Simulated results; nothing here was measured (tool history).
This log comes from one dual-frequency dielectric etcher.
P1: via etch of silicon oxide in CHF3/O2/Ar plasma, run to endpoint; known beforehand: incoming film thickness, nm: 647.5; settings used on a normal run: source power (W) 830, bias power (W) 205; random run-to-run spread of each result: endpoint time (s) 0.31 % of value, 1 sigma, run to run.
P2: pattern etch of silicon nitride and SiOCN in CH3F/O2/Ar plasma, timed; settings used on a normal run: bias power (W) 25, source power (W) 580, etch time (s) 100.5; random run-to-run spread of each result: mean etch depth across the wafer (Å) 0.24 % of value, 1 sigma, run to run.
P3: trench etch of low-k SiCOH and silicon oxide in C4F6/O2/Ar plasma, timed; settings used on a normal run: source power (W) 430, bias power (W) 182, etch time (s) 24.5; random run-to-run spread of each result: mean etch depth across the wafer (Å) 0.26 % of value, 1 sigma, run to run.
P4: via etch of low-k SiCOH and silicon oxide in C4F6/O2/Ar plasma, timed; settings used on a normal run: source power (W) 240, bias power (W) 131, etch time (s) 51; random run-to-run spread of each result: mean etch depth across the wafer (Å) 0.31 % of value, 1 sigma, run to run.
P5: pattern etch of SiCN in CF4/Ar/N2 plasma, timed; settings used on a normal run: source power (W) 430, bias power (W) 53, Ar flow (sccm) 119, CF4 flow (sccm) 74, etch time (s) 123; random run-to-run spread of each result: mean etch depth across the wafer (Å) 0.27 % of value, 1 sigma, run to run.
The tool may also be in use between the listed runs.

| run | day | process that ran | source power (W) | bias power (W) | Ar flow (sccm) | CF4 flow (sccm) | etch time (s) | hours since the last wet clean | hours since the last source power generator calibration | hours since the last bias power generator calibration | endpoint time (s) | mean etch depth across the wafer (Å) |
|---|---|---|---|---|---|---|---|---|---|---|---|---|
| 1 | 0.567 | P1 | 830 | 205 |  |  |  | 408.6 | 1780.6 | 898.5 | 277.67 |  |
| 2 | 0.833 | P5 | 430 | 53 | 119 | 97 | 123 | 415 | 1787 | 904.9 |  | 933.53 |
| 3 | 1.308 | P1 | 830 | 205 |  |  |  | 426.4 | 1798.4 | 916.3 | 278.69 |  |
|  | 1.4 | source power generator calibrated |
| 4 | 1.696 | P3 | 430 | 182 |  |  | 24.5 | 435.7 | 7.2 | 925.6 |  | 759.03 |
| 5 | 2.033 | P4 | 240 | 131 |  |  | 51 | 443.8 | 15.3 | 933.7 |  | 1099.5 |
| 6 | 2.475 | P3 | 430 | 182 |  |  | 13.5 | 454.4 | 25.9 | 944.3 |  | 418.2 |
| 7 | 3.004 | P3 | 430 | 137 |  |  | 24.5 | 467.1 | 38.6 | 957 |  | 701.89 |
| 8 | 3.396 | P2 | 580 | 25 |  |  | 68.5 | 476.5 | 48 | 966.4 |  | 109.76 |
| 9 | 3.817 | P4 | 240 | 176 |  |  | 51 | 486.6 | 58.1 | 976.5 |  | 1204.5 |
| 10 | 4.238 | P1 | 830 | 164 |  |  |  | 496.7 | 68.2 | 986.6 | 298.99 |  |
| 11 | 4.733 | P2 | 580 | 25 |  |  | 100.5 | 508.6 | 80.1 | 998.5 |  | 161.38 |
| 12 | 5.238 | P3 | 430 | 182 |  |  | 24.5 | 520.7 | 92.2 | 1010.6 |  | 764.08 |
| 13 | 5.796 | P1 | 830 | 251 |  |  |  | 534.1 | 105.6 | 1024 | 256.95 |  |
| 14 | 6.104 | P2 | 450 | 25 |  |  | 100.5 | 541.5 | 113 | 1031.4 |  | 147.25 |
| 15 | 6.467 | P4 | 240 | 131 |  |  | 39 | 550.2 | 121.7 | 1040.1 |  | 841.95 |
| 16 | 7.004 | P1 | 830 | 205 |  |  |  | 563.1 | 134.6 | 1053 | 278.87 |  |
| 17 | 7.288 | P1 | 830 | 205 |  |  |  | 569.9 | 141.4 | 1059.8 | 277.64 |  |
| 18 | 7.858 | P4 | 300 | 131 |  |  | 51 | 583.6 | 155.1 | 1073.5 |  | 1205 |
| 19 | 8.275 | P5 | 430 | 53 | 119 | 74 | 83.5 | 593.6 | 165.1 | 1083.5 |  | 606.73 |
| 20 | 8.633 | P3 | 340 | 182 |  |  | 24.5 | 602.2 | 173.7 | 1092.1 |  | 692.14 |
| 21 | 8.979 | P1 | 1140 | 205 |  |  |  | 610.5 | 182 | 1100.4 | 244.96 |  |

Run 22 is up next; what results do you expect?
| 22 | 9.571 | P5 | 290 | 53 | 119 | 74 | 123 | 624.7 | 196.2 | 1114.6 |  | ? |

Run 22 produced mean etch depth across the wafer (Å) 627.54.
